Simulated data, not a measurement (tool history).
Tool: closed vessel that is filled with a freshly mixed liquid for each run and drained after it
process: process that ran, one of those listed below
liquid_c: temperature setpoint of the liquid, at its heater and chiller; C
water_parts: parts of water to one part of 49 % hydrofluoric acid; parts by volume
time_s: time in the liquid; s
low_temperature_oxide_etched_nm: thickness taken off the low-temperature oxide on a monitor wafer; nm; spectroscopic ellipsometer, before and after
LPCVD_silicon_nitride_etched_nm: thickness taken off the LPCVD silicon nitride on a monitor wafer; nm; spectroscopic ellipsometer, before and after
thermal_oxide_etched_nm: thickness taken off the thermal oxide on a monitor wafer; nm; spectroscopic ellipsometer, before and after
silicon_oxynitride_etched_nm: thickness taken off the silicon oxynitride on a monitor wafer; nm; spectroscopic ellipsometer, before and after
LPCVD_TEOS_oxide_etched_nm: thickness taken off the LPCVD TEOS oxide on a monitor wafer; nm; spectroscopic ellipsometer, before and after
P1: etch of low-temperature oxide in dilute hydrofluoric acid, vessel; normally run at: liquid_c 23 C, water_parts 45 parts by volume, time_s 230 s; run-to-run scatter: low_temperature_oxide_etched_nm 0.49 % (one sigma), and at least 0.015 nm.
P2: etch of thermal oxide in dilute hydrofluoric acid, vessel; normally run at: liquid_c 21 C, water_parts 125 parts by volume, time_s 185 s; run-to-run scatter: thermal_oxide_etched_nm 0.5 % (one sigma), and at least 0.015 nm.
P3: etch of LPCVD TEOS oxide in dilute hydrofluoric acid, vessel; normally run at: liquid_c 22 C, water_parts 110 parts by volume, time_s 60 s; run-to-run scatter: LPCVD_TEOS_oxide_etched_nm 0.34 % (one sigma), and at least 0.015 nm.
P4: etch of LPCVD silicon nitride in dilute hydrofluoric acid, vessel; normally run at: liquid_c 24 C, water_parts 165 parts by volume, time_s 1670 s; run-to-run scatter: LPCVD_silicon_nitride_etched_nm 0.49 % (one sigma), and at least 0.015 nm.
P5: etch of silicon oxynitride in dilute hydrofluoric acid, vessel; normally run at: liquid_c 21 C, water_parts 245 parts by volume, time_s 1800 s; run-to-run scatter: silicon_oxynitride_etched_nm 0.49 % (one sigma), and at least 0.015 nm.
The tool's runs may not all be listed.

run   hour  process  liquid_c  water_parts  time_s  low_temperature_oxide_etched_nm  LPCVD_silicon_nitride_etched_nm  thermal_oxide_etched_nm  silicon_oxynitride_etched_nm  LPCVD_TEOS_oxide_etched_nm
  1    9.2       P1        23           45     230                           55.847
  2   18.4       P1        23           25     230                           103.35
  3   31.3       P4        24          165    1670                                                            4.9447
  4   46.4       P1        23           45     230                           55.778
  5   62.7       P4      19.5          165    1670                                                            3.6331
  6   76.7       P1        23           75     330                           46.343
  7   87.8       P1      27.5           45      95                           27.792
  8    104       P2        21          125      30                                                                                     1.0329
  9  118.1       P5        21          245    1800                                                                                                                   16.139
 10  127.8       P1        23           65     230                           37.638
 11  144.1       P1        17           45     230                           43.594
 12  160.7       P1        23           45      90                            21.94
 13  171.2       P1        23           45     230                           55.904
 14  179.5       P1        23           45     230                             56.1
 15  194.8       P3        22          110      60                                                                                                                                               26.773
 16  212.2       P5        21          245    1800                                                                                                                    16.11
 17  225.5       P3        27          110      60                                                                                                                                               32.488
 18  233.6       P2        17          125     185                                                                                     5.3073
 19  243.9       P4        24           95    1670                                                            8.4112
 20  253.6       P4        24          165    3110                                                            9.0475
 21  261.5       P5        21          395    1800                                                                                                                   9.1464
 22  276.3       P5      27.5          245    1800                                                                                                                   21.371
 23  291.2       P2        21          125     185                                                                                      6.314

Forecast run 24:
 24  301.9       P3        22           55      60                                                                                                                                                    ?

LPCVD_TEOS_oxide_etched_nm: 57.272 nm
